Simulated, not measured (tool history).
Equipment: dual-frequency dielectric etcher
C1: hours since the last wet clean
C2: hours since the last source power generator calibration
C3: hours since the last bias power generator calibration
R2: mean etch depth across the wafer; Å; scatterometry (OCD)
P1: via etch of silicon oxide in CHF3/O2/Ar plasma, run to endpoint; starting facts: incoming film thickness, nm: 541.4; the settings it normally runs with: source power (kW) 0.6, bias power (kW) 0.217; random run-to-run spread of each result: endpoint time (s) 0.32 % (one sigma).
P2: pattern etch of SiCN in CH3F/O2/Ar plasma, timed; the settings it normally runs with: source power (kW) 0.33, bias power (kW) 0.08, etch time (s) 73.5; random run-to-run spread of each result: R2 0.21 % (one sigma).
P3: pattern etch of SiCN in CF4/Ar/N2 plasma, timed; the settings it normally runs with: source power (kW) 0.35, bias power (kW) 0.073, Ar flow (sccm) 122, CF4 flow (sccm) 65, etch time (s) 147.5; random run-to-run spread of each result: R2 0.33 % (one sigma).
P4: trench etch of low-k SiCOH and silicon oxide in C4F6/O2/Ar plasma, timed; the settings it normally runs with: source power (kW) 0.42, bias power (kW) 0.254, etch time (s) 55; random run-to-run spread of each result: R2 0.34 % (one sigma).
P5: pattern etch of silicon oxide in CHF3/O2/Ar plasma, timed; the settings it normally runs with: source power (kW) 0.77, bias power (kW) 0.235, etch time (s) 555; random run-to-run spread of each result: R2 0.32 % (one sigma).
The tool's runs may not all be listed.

Run 1, hour 7.1: process that ran P1, source power (kW) 0.6, bias power (kW) 0.217; C1 116.8; C2 1281.6; C3 1054.7. Result: endpoint time (s) 255.42.
Run 2, hour 13: process that ran P4, source power (kW) 0.42, bias power (kW) 0.164, etch time (s) 55; C1 122.7; C2 1287.5; C3 1060.6. Result: R2 1763.8 Å.
Run 3, hour 19.3: process that ran P1, source power (kW) 0.72, bias power (kW) 0.217; C1 129; C2 1293.8; C3 1066.9. Result: endpoint time (s) 238.35.
Run 4, hour 24.7: process that ran P2, source power (kW) 0.33, bias power (kW) 0.08, etch time (s) 105; C1 134.4; C2 1299.2; C3 1072.3. Result: R2 369.98 Å.
Run 5, hour 33: process that ran P5, source power (kW) 0.77, bias power (kW) 0.235, etch time (s) 350.5; C1 142.7; C2 1307.5; C3 1080.6. Result: R2 8540.8 Å.
Run 6, hour 41.2: process that ran P4, source power (kW) 0.42, bias power (kW) 0.254, etch time (s) 40; C1 150.9; C2 1315.7; C3 1088.8. Result: R2 1474.5 Å.
Run 7, hour 45.6: process that ran P3, source power (kW) 0.28, bias power (kW) 0.073, etch time (s) 147.5, Ar flow (sccm) 122, CF4 flow (sccm) 65; C1 155.3; C2 1320.1; C3 1093.2. Result: R2 836.2 Å.
Run 8, hour 49.8: process that ran P3, source power (kW) 0.35, bias power (kW) 0.059, etch time (s) 147.5, Ar flow (sccm) 122, CF4 flow (sccm) 65; C1 159.5; C2 1324.3; C3 1097.4. Result: R2 939.85 Å.
Run 9, hour 56.6: process that ran P1, source power (kW) 0.6, bias power (kW) 0.217; C1 166.3; C2 1331.1; C3 1104.2. Result: endpoint time (s) 256.84.
Run 10, hour 61.9: process that ran P3, source power (kW) 0.35, bias power (kW) 0.073, etch time (s) 147.5, Ar flow (sccm) 122, CF4 flow (sccm) 65; C1 171.6; C2 1336.4; C3 1109.5. Result: R2 1008.2 Å.
Run 11, hour 68.5: process that ran P1, source power (kW) 0.6, bias power (kW) 0.217; C1 178.2; C2 1343; C3 1116.1. Result: endpoint time (s) 254.82.
Run 12, hour 72.6: process that ran P1, source power (kW) 0.74, bias power (kW) 0.14; C1 182.3; C2 1347.1; C3 1120.2. Result: endpoint time (s) 273.42.
Run 13, hour 76.3: process that ran P1, source power (kW) 0.74, bias power (kW) 0.292; C1 186; C2 1350.8; C3 1123.9. Result: endpoint time (s) 213.42.
Run 14, hour 84.1: process that ran P3, source power (kW) 0.35, bias power (kW) 0.073, etch time (s) 147.5, Ar flow (sccm) 122, CF4 flow (sccm) 49; C1 193.8; C2 1358.6; C3 1131.7. Result: R2 960.38 Å.
Run 15, hour 91: process that ran P3, source power (kW) 0.35, bias power (kW) 0.073, etch time (s) 147.5, Ar flow (sccm) 158, CF4 flow (sccm) 65; C1 200.7; C2 1365.5; C3 1138.6. Result: R2 971.03 Å.
Run 16, hour 99.1: process that ran P2, source power (kW) 0.46, bias power (kW) 0.08, etch time (s) 73.5; C1 208.8; C2 1373.6; C3 1146.7. Result: R2 293.05 Å.
Run 17, hour 104.2: process that ran P5, source power (kW) 0.77, bias power (kW) 0.235, etch time (s) 555; C1 213.9; C2 1378.7; C3 1151.8. Result: R2 13575 Å.
Run 18, hour 108.4: process that ran P1, source power (kW) 0.6, bias power (kW) 0.217; C1 218.1; C2 1382.9; C3 1156. Result: endpoint time (s) 256.62.
Run 19, hour 113.2: process that ran P4, source power (kW) 0.55, bias power (kW) 0.254, etch time (s) 55; C1 222.9; C2 1387.7; C3 1160.8. Result: R2 2244 Å.
Run 20, hour 118.3: process that ran P1, source power (kW) 0.6, bias power (kW) 0.161; C1 228; C2 1392.8; C3 1165.9. Result: endpoint time (s) 284.29.
Run 21, hour 123.6: process that ran P4, source power (kW) 0.42, bias power (kW) 0.254, etch time (s) 55; C1 233.3; C2 1398.1; C3 1171.2. Result: R2 2031.7 Å.
Run 22, hour 130.6: process that ran P5, source power (kW) 0.77, bias power (kW) 0.235, etch time (s) 555; C1 240.3; C2 1405.1; C3 1178.2. Result: R2 13541 Å.
Run 23, hour 134.8: process that ran P1, source power (kW) 0.6, bias power (kW) 0.217; C1 244.5; C2 1409.3; C3 1182.4. Result: endpoint time (s) 255.98.
Run 24, hour 141.5: process that ran P1, source power (kW) 0.6, bias power (kW) 0.262; C1 251.2; C2 1416; C3 1189.1. Result: endpoint time (s) 240.11.
Run 25, hour 145.3: process that ran P1, source power (kW) 0.84, bias power (kW) 0.263; C1 255; C2 1419.8; C3 1192.9. Result: endpoint time (s) 210.74.
Run 26, hour 151.4: process that ran P3, source power (kW) 0.35, bias power (kW) 0.073, etch time (s) 82.5, Ar flow (sccm) 122, CF4 flow (sccm) 65; C1 261.1; C2 1425.9; C3 1199. Result: R2 560.61 Å.
Run 27, hour 159.4: process that ran P5, source power (kW) 0.54, bias power (kW) 0.235, etch time (s) 555; C1 269.1; C2 1433.9; C3 1207. Result: R2 11844 Å.
Run 28, hour 163.7: process that ran P5, source power (kW) 0.77, bias power (kW) 0.191, etch time (s) 555; C1 273.4; C2 1438.2; C3 1211.3. Result: R2 12645 Å.
Run 29, hour 168.3: process that ran P2, source power (kW) 0.33, bias power (kW) 0.08, etch time (s) 73.5; C1 278; C2 1442.8; C3 1215.9. Result: R2 258.63 Å.
Run 30, hour 175.5: process that ran P1, source power (kW) 0.43, bias power (kW) 0.217; C1 285.2; C2 1450; C3 1223.1. Result: endpoint time (s) 290.63.
Run 31, hour 180.8: process that ran P2, source power (kW) 0.33, bias power (kW) 0.109, etch time (s) 73.5; C1 290.5; C2 1455.3; C3 1228.4. Result: R2 290.39 Å.
Run 32, hour 185.1: process that ran P1, source power (kW) 0.6, bias power (kW) 0.217; C1 294.8; C2 1459.6; C3 1232.7. Result: endpoint time (s) 254.82.
Run 33, hour 189.6: process that ran P1, source power (kW) 0.6, bias power (kW) 0.217; C1 299.3; C2 1464.1; C3 1237.2. Result: endpoint time (s) 256.48.
Run 34, hour 196.8: process that ran P1, source power (kW) 0.6, bias power (kW) 0.217; C1 306.5; C2 1471.3; C3 1244.4. Result: endpoint time (s) 259.93.
Run 35, hour 201.2: process that ran P1, source power (kW) 0.6, bias power (kW) 0.217; C1 310.9; C2 1475.7; C3 1248.8. Result: endpoint time (s) 260.5.
Run 36, hour 206.6: process that ran P1, source power (kW) 0.6, bias power (kW) 0.217; C1 316.3; C2 1481.1; C3 1254.2. Result: endpoint time (s) 258.42.

What will run 37 give?
At hour 210.4: wet clean of the chamber.
Run 37, hour 210.4: process that ran P1, source power (kW) 0.6, bias power (kW) 0.217; C1 0.1; C2 1484.9; C3 1258. Result: endpoint time (s) ?.

{"run 37": {"endpoint time (s)": 258.66}}
